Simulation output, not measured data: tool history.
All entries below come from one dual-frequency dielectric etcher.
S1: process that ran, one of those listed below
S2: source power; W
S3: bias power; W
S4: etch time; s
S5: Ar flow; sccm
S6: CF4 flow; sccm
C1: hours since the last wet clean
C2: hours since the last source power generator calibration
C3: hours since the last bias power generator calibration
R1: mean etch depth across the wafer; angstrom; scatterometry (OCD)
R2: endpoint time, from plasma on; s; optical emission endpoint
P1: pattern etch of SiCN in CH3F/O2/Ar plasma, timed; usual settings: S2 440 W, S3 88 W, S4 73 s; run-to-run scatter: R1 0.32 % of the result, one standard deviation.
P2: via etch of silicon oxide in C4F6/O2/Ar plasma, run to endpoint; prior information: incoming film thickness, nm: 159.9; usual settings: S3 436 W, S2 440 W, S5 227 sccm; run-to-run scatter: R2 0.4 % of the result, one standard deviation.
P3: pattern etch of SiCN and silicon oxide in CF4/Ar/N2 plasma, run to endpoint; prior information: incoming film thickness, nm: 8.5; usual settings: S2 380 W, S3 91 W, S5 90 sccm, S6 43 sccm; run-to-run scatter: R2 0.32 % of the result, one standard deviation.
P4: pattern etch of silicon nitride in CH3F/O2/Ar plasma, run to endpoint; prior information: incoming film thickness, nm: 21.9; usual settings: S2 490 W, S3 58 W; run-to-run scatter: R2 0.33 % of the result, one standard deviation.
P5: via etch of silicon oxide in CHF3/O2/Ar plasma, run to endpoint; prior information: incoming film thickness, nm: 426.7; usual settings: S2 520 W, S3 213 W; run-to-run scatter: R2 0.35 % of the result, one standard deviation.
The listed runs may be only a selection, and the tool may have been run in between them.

{"run": 1, "hour": 6.3, "S1": "P1", "S2": 440, "S3": 88, "S4": 73, "C1": 490.1, "C2": 763.3, "C3": 1326.9, "R1": 307.78}
{"run": 2, "hour": 16.2, "S1": "P2", "S2": 280, "S3": 436, "S5": 227, "C1": 500, "C2": 773.2, "C3": 1336.8, "R2": 40.888}
{"run": 3, "hour": 22.7, "S1": "P4", "S2": 490, "S3": 58, "C1": 506.5, "C2": 779.7, "C3": 1343.3, "R2": 30.89}
{"run": 4, "hour": 34.0, "S1": "P1", "S2": 440, "S3": 88, "S4": 97.5, "C1": 517.8, "C2": 791, "C3": 1354.6, "R1": 411.17}
{"run": 5, "hour": 42.7, "S1": "P1", "S2": 440, "S3": 88, "S4": 73, "C1": 526.5, "C2": 799.7, "C3": 1363.3, "R1": 306.63}
{"run": 6, "hour": 50.0, "S1": "P3", "S2": 380, "S3": 91, "S5": 90, "S6": 43, "C1": 533.8, "C2": 807, "C3": 1370.6, "R2": 11.207}
{"run": 7, "hour": 58.9, "S1": "P1", "S2": 540, "S3": 88, "S4": 73, "C1": 542.7, "C2": 815.9, "C3": 1379.5, "R1": 333.31}
{"run": 8, "hour": 64.0, "S1": "P1", "S2": 600, "S3": 88, "S4": 96, "C1": 547.8, "C2": 821, "C3": 1384.6, "R1": 456.06}
{"run": 9, "hour": 72.1, "S1": "P5", "S2": 300, "S3": 213, "C1": 555.9, "C2": 829.1, "C3": 1392.7, "R2": 260.48}
{"run": 10, "hour": 79.1, "S1": "P2", "S2": 440, "S3": 436, "S5": 227, "C1": 562.9, "C2": 836.1, "C3": 1399.7, "R2": 34.979}
{"run": 11, "hour": 84.1, "S1": "P2", "S2": 440, "S3": 436, "S5": 137, "C1": 567.9, "C2": 841.1, "C3": 1404.7, "R2": 32.937}
{"run": 12, "hour": 91.7, "S1": "P3", "S2": 480, "S3": 91, "S5": 90, "S6": 43, "C1": 575.5, "C2": 848.7, "C3": 1412.3, "R2": 9.1017}
{"run": 13, "hour": 97.3, "S1": "P1", "S2": 260, "S3": 88, "S4": 73, "C1": 581.1, "C2": 854.3, "C3": 1417.9, "R1": 253.23}
{"hour": 97.5, "done": "source power generator calibrated"}
{"run": 14, "hour": 106.5, "S1": "P4", "S2": 340, "S3": 58, "C1": 590.3, "C2": 9.1, "C3": 1427.1, "R2": 35.578}
{"run": 15, "hour": 116.3, "S1": "P1", "S2": 580, "S3": 88, "S4": 95.5, "C1": 600.1, "C2": 18.9, "C3": 1436.9, "R1": 447.2}
{"run": 16, "hour": 125.3, "S1": "P4", "S2": 490, "S3": 37, "C1": 609.1, "C2": 27.9, "C3": 1445.9, "R2": 35.413}
{"run": 17, "hour": 136.1, "S1": "P3", "S2": 380, "S3": 91, "S5": 72, "S6": 43, "C1": 619.9, "C2": 38.7, "C3": 1456.7, "R2": 10.804}
{"run": 18, "hour": 143.4, "S1": "P1", "S2": 440, "S3": 88, "S4": 73, "C1": 627.2, "C2": 46, "C3": 1464, "R1": 309.64}
{"run": 19, "hour": 150.5, "S1": "P5", "S2": 520, "S3": 213, "C1": 634.3, "C2": 53.1, "C3": 1471.1, "R2": 213.23}
{"run": 20, "hour": 156.0, "S1": "P4", "S2": 490, "S3": 58, "C1": 639.8, "C2": 58.6, "C3": 1476.6, "R2": 31.062}
{"run": 21, "hour": 167.0, "S1": "P1", "S2": 440, "S3": 51, "S4": 73, "C1": 650.8, "C2": 69.6, "C3": 1487.6, "R1": 256.35}
{"run": 22, "hour": 175.0, "S1": "P1", "S2": 440, "S3": 88, "S4": 73, "C1": 658.8, "C2": 77.6, "C3": 1495.6, "R1": 308.13}
{"run": 23, "hour": 184.8, "S1": "P3", "S2": 380, "S3": 69, "S5": 90, "S6": 43, "C1": 668.6, "C2": 87.4, "C3": 1505.4, "R2": 12.354}
{"run": 24, "hour": 192.2, "S1": "P1", "S2": 440, "S3": 88, "S4": 43, "C1": 676, "C2": 94.8, "C3": 1512.8, "R1": 181.86}
{"run": 25, "hour": 201.7, "S1": "P1", "S2": 440, "S3": 113, "S4": 73, "C1": 685.5, "C2": 104.3, "C3": 1522.3, "R1": 338.22}
{"run": 26, "hour": 209.4, "S1": "P3", "S2": 380, "S3": 91, "S5": 90, "S6": 52, "C1": 693.2, "C2": 112, "C3": 1530, "R2": 10.974}
{"run": 27, "hour": 215.9, "S1": "P1", "S2": 440, "S3": 88, "S4": 73, "C1": 699.7, "C2": 118.5, "C3": 1536.5, "R1": 306.46}
{"run": 28, "hour": 225.3, "S1": "P2", "S2": 440, "S3": 436, "S5": 227, "C1": 709.1, "C2": 127.9, "C3": 1545.9, "R2": 34.931}
{"run": 29, "hour": 230.4, "S1": "P5", "S2": 520, "S3": 161, "C1": 714.2, "C2": 133, "C3": 1551, "R2": 233.78}
{"run": 30, "hour": 236.4, "S1": "P2", "S2": 440, "S3": 607, "S5": 227, "C1": 720.2, "C2": 139, "C3": 1557, "R2": 30.688}
{"run": 31, "hour": 246.2, "S1": "P1", "S2": 440, "S3": 88, "S4": 73, "C1": 730, "C2": 148.8, "C3": 1566.8, "R1": 307.97}
{"run": 32, "hour": 252.7, "S1": "P1", "S2": 440, "S3": 88, "S4": 73, "C1": 736.5, "C2": 155.3, "C3": 1573.3, "R1": 309.44}
{"run": 33, "hour": 260.3, "S1": "P1", "S2": 440, "S3": 88, "S4": 73, "C1": 744.1, "C2": 162.9, "C3": 1580.9, "R1": 309.82}
{"run": 34, "hour": 269.6, "S1": "P1", "S2": 440, "S3": 88, "S4": 73, "C1": 753.4, "C2": 172.2, "C3": 1590.2, "R1": 311.51}
{"run": 35, "hour": 278.2, "S1": "P1", "S2": 440, "S3": 88, "S4": 73, "C1": 762, "C2": 180.8, "C3": 1598.8, "R1": 311.7}
{"run": 36, "hour": 287.8, "S1": "P1", "S2": 440, "S3": 88, "S4": 73, "C1": 771.6, "C2": 190.4, "C3": 1608.4, "R1": 313.86}
{"hour": 294.8, "done": "wet clean of the chamber"}
{"run": 37, "hour": 295.5, "S1": "P1", "S2": 440, "S3": 88, "S4": 73, "C1": 0.7, "C2": 198.1, "C3": 1616.1, "R1": 312.05}
{"run": 38, "hour": 301.8, "S1": "P1", "S2": 440, "S3": 88, "S4": 73, "C1": 7, "C2": 204.4, "C3": 1622.4, "R1": 314.64}
{"run": 39, "hour": 313.0, "S1": "P1", "S2": 440, "S3": 88, "S4": 73, "C1": 18.2, "C2": 215.6, "C3": 1633.6, "R1": 312.62}
{"run": 40, "hour": 320.7, "S1": "P1", "S2": 440, "S3": 88, "S4": 73, "C1": 25.9, "C2": 223.3, "C3": 1641.3, "R1": 315.96}

P1 no longer gives what it gave before; its output has crept away from where it was. The following 2 causes, each at its listed size, fit the log equally well:
A: bias power that arrives over what is set, % = 4.38
B: source power that arrives over what is set, % = 4.32
The onset of the drift is placed at about hour 246.2.
Ruled out, with reasons:
chamber walls in a state that raises the etch rate, %: work on it at hour 294.8, done after the drift set in, did not restore what the process gave before

You are offered 4 check runs, listed below with question marks in place of their results; each one averages 2 wafers. Which run separates the listed causes by giving clearly different results for each?
{"run": "check 1", "hour": 328.4, "S1": "P3", "S2": 380, "S3": 91, "S5": 90, "S6": 51, "R2": "?"}
{"run": "check 2", "hour": 328.4, "S1": "P5", "S2": 520, "S3": 161, "R2": "?"}
{"run": "check 3", "hour": 328.4, "S1": "P2", "S2": 440, "S3": 606, "S5": 227, "R2": "?"}
{"run": "check 4", "hour": 328.4, "S1": "P4", "S2": 490, "S3": 40, "R2": "?"}

Predicted outcomes, by check and by cause:
check=check_1 result=R2 if_A=10.737 if_B=10.513
check=check_2 result=R2 if_A=230 if_B=229.56
check=check_3 result=R2 if_A=30.332 if_B=30.36
check=check_4 result=R2 if_A=34.143 if_B=33.99
Smallest distance between any two causes, each pair judged by its most separating result, in per cent: check 1 2.1 %; check 2 0.19 %; check 3 0.09 %; check 4 0.45 %
Only check 1 tells the causes apart: in the others they would give nearly the same result.

Check 1 has now been run. It gave: R2 10.722 s. Which of the candidate causes is it?

A is the cause: bias power that arrives over what is set, %.
